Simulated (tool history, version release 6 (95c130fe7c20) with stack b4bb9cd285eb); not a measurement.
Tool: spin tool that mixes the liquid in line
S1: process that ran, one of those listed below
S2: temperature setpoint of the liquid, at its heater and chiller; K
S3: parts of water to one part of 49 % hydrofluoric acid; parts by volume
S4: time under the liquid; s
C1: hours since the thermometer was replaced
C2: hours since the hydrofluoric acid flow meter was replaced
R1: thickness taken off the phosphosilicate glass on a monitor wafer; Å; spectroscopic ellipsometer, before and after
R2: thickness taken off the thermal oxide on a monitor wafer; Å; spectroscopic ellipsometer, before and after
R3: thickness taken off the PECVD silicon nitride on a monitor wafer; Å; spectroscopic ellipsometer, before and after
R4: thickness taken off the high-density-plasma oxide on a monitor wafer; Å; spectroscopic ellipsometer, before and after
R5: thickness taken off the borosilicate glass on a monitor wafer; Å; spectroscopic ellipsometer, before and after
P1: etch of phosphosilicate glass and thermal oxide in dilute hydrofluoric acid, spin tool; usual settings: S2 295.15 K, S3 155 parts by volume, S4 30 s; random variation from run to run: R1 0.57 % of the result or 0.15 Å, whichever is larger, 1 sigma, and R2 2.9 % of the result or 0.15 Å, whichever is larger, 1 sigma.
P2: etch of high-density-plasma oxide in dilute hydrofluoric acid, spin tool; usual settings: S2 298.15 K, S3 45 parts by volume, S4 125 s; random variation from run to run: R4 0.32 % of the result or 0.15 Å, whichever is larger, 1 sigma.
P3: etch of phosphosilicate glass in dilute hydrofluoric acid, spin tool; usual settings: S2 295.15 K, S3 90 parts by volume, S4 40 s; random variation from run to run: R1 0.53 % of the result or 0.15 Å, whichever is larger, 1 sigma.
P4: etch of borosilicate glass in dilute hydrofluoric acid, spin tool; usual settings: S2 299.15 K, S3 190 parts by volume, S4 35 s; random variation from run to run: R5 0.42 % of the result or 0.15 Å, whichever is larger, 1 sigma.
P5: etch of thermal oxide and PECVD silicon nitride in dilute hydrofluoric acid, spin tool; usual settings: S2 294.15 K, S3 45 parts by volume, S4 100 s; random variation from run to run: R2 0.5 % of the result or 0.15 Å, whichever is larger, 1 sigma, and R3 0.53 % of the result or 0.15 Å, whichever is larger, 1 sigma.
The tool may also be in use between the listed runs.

{"run": 1, "hour": 7.4, "S1": "P1", "S2": 295.15, "S3": 155, "S4": 30, "C1": 1467.8, "C2": 1044.1, "R1": 178.05, "R2": 8.207}
{"run": 2, "hour": 15.3, "S1": "P5", "S2": 290.15, "S3": 45, "S4": 100, "C1": 1475.7, "C2": 1052, "R2": 80.529, "R3": 28.94}
{"run": 3, "hour": 19.4, "S1": "P2", "S2": 298.15, "S3": 45, "S4": 205, "C1": 1479.8, "C2": 1056.1, "R4": 340.98}
{"run": 4, "hour": 25.0, "S1": "P4", "S2": 290.65, "S3": 190, "S4": 35, "C1": 1485.4, "C2": 1061.7, "R5": 47.683}
{"run": 5, "hour": 32.2, "S1": "P2", "S2": 298.15, "S3": 70, "S4": 125, "C1": 1492.6, "C2": 1068.9, "R4": 128.37}
{"run": 6, "hour": 40.2, "S1": "P4", "S2": 299.15, "S3": 190, "S4": 35, "C1": 1500.6, "C2": 1076.9, "R5": 64.2}
{"run": 7, "hour": 45.3, "S1": "P2", "S2": 302.15, "S3": 45, "S4": 125, "C1": 1505.7, "C2": 1082, "R4": 243.34}
{"run": 8, "hour": 50.1, "S1": "P3", "S2": 295.15, "S3": 90, "S4": 70, "C1": 1510.5, "C2": 1086.8, "R1": 429.08}
{"run": 9, "hour": 56.0, "S1": "P5", "S2": 294.15, "S3": 45, "S4": 200, "C1": 1516.4, "C2": 1092.7, "R2": 189.44, "R3": 77.02}
{"run": 10, "hour": 63.1, "S1": "P4", "S2": 299.15, "S3": 190, "S4": 65, "C1": 1523.5, "C2": 1099.8, "R5": 119.91}
{"run": 11, "hour": 68.1, "S1": "P1", "S2": 295.15, "S3": 155, "S4": 50, "C1": 1528.5, "C2": 1104.8, "R1": 294.2, "R2": 13.107}
{"run": 12, "hour": 72.4, "S1": "P1", "S2": 295.15, "S3": 155, "S4": 15, "C1": 1532.8, "C2": 1109.1, "R1": 89.584, "R2": 3.7732}
{"run": 13, "hour": 81.0, "S1": "P1", "S2": 299.65, "S3": 155, "S4": 30, "C1": 1541.4, "C2": 1117.7, "R1": 208.91, "R2": 10.264}
{"run": 14, "hour": 88.3, "S1": "P2", "S2": 298.15, "S3": 45, "S4": 125, "C1": 1548.7, "C2": 1125, "R4": 208.2}
{"run": 15, "hour": 94.4, "S1": "P1", "S2": 295.15, "S3": 85, "S4": 30, "C1": 1554.8, "C2": 1131.1, "R1": 352.13, "R2": 15.924}
{"run": 16, "hour": 98.6, "S1": "P5", "S2": 294.15, "S3": 45, "S4": 100, "C1": 1559, "C2": 1135.3, "R2": 94.487, "R3": 38.644}
{"run": 17, "hour": 107.3, "S1": "P1", "S2": 290.15, "S3": 155, "S4": 30, "C1": 1567.7, "C2": 1144, "R1": 145.44, "R2": 6.4791}
{"run": 18, "hour": 114.8, "S1": "P1", "S2": 295.15, "S3": 155, "S4": 30, "C1": 1575.2, "C2": 1151.5, "R1": 177.31, "R2": 8.0326}
{"run": 19, "hour": 121.5, "S1": "P3", "S2": 290.15, "S3": 90, "S4": 40, "C1": 1581.9, "C2": 1158.2, "R1": 196.8}
{"run": 20, "hour": 127.8, "S1": "P1", "S2": 295.15, "S3": 155, "S4": 30, "C1": 1588.2, "C2": 1164.5, "R1": 177.93, "R2": 7.6887}
{"run": 21, "hour": 135.2, "S1": "P4", "S2": 299.15, "S3": 305, "S4": 35, "C1": 1595.6, "C2": 1171.9, "R5": 35.817}
{"run": 22, "hour": 142.8, "S1": "P1", "S2": 295.15, "S3": 220, "S4": 15, "C1": 1603.2, "C2": 1179.5, "R1": 58.253, "R2": 2.6347}
{"run": 23, "hour": 146.6, "S1": "P1", "S2": 295.15, "S3": 285, "S4": 30, "C1": 1607, "C2": 1183.3, "R1": 84.49, "R2": 4.1155}
{"run": 24, "hour": 151.1, "S1": "P3", "S2": 295.15, "S3": 90, "S4": 40, "C1": 1611.5, "C2": 1187.8, "R1": 245.44}
{"run": 25, "hour": 156.0, "S1": "P1", "S2": 290.15, "S3": 100, "S4": 30, "C1": 1616.4, "C2": 1192.7, "R1": 235.75, "R2": 11.231}
{"run": 26, "hour": 162.8, "S1": "P4", "S2": 299.15, "S3": 190, "S4": 35, "C1": 1623.2, "C2": 1199.5, "R5": 65.4}
{"run": 27, "hour": 168.0, "S1": "P2", "S2": 298.15, "S3": 45, "S4": 125, "C1": 1628.4, "C2": 1204.7, "R4": 207.94}
{"run": 28, "hour": 173.5, "S1": "P5", "S2": 294.15, "S3": 20, "S4": 100, "C1": 1633.9, "C2": 1210.2, "R2": 219.13, "R3": 84.276}
{"run": 29, "hour": 179.0, "S1": "P1", "S2": 295.15, "S3": 155, "S4": 30, "C1": 1639.4, "C2": 1215.7, "R1": 177.01, "R2": 8.0578}
{"run": 30, "hour": 186.3, "S1": "P1", "S2": 295.15, "S3": 155, "S4": 30, "C1": 1646.7, "C2": 1223, "R1": 179.3, "R2": 8.015}
{"run": 31, "hour": 190.6, "S1": "P1", "S2": 295.15, "S3": 155, "S4": 30, "C1": 1651, "C2": 1227.3, "R1": 179.68, "R2": 7.6501}
{"run": 32, "hour": 195.2, "S1": "P1", "S2": 299.15, "S3": 155, "S4": 15, "C1": 1655.6, "C2": 1231.9, "R1": 103.16, "R2": 4.3542}
{"run": 33, "hour": 203.4, "S1": "P3", "S2": 295.15, "S3": 20, "S4": 40, "C1": 1663.8, "C2": 1240.1, "R1": 1204.2}
{"run": 34, "hour": 210.4, "S1": "P1", "S2": 295.15, "S3": 155, "S4": 30, "C1": 1670.8, "C2": 1247.1, "R1": 178.52, "R2": 8.1929}
{"run": 35, "hour": 215.8, "S1": "P1", "S2": 295.15, "S3": 155, "S4": 30, "C1": 1676.2, "C2": 1252.5, "R1": 177.36, "R2": 8.1407}
{"run": 36, "hour": 224.6, "S1": "P1", "S2": 295.15, "S3": 155, "S4": 30, "C1": 1685, "C2": 1261.3, "R1": 174.46, "R2": 8.5202}
{"run": 37, "hour": 233.2, "S1": "P1", "S2": 295.15, "S3": 155, "S4": 30, "C1": 1693.6, "C2": 1269.9, "R1": 169.65, "R2": 7.398}
{"run": 38, "hour": 238.8, "S1": "P1", "S2": 295.15, "S3": 155, "S4": 30, "C1": 1699.2, "C2": 1275.5, "R1": 169.06, "R2": 7.6831}
{"run": 39, "hour": 247.1, "S1": "P1", "S2": 295.15, "S3": 155, "S4": 30, "C1": 1707.5, "C2": 1283.8, "R1": 168.77, "R2": 7.7318}
{"run": 40, "hour": 252.3, "S1": "P1", "S2": 295.15, "S3": 155, "S4": 30, "C1": 1712.7, "C2": 1289, "R1": 167.94, "R2": 7.4863}
{"run": 41, "hour": 260.3, "S1": "P1", "S2": 295.15, "S3": 155, "S4": 30, "C1": 1720.7, "C2": 1297, "R1": 166.63, "R2": 7.4288}
{"run": 42, "hour": 267.7, "S1": "P1", "S2": 295.15, "S3": 155, "S4": 30, "C1": 1728.1, "C2": 1304.4, "R1": 167.07, "R2": 7.7212}
{"run": 43, "hour": 273.6, "S1": "P1", "S2": 295.15, "S3": 155, "S4": 30, "C1": 1734, "C2": 1310.3, "R1": 167.05, "R2": 7.0176}
{"run": 44, "hour": 281.4, "S1": "P1", "S2": 295.15, "S3": 155, "S4": 30, "C1": 1741.8, "C2": 1318.1, "R1": 166.39, "R2": 7.4544}

What P1 gives has crept away from where it was. These 2 causes fit the log equally well, each at the size given:
A: liquid colder than its thermometer reads (K) = 1.63
B: hydrofluoric acid flow below the setpoint (%) = 5.31
The creep began at about hour 215.8.

4 check runs are offered, one wafer each, their results left as question marks. Which one tells the causes apart?
{"run": "check 1", "hour": 289.2, "S1": "P5", "S2": 294.15, "S3": 45, "S4": 190, "R2": "?", "R3": "?"}
{"run": "check 2", "hour": 289.2, "S1": "P4", "S2": 291.15, "S3": 190, "S4": 35, "R5": "?"}
{"run": "check 3", "hour": 289.2, "S1": "P3", "S2": 295.15, "S3": 55, "S4": 70, "R1": "?"}
{"run": "check 4", "hour": 289.2, "S1": "P2", "S2": 301.15, "S3": 65, "S4": 125, "R4": "?"}

What each check would give under each cause:
check=check_1 result=R2 if_A=168.54 if_B=170.53
check=check_1 result=R3 if_A=65.316 if_B=69.378
check=check_2 result=R5 if_A=44.949 if_B=44.979
check=check_3 result=R1 if_A=681.79 if_B=688.64
check=check_4 result=R4 if_A=147.65 if_B=148.35
How far apart the two closest causes lie, in the result that separates them most: check 1 6.03 %; check 2 0.07 %; check 3 1 %; check 4 0.47 %
Only check 1 tells the causes apart: in the others they would give nearly the same result.

Check 1 was then run and gave: R2 168.84 Å; R3 65.523 Å. Which cause is it?

It is A: liquid colder than its thermometer reads (K).

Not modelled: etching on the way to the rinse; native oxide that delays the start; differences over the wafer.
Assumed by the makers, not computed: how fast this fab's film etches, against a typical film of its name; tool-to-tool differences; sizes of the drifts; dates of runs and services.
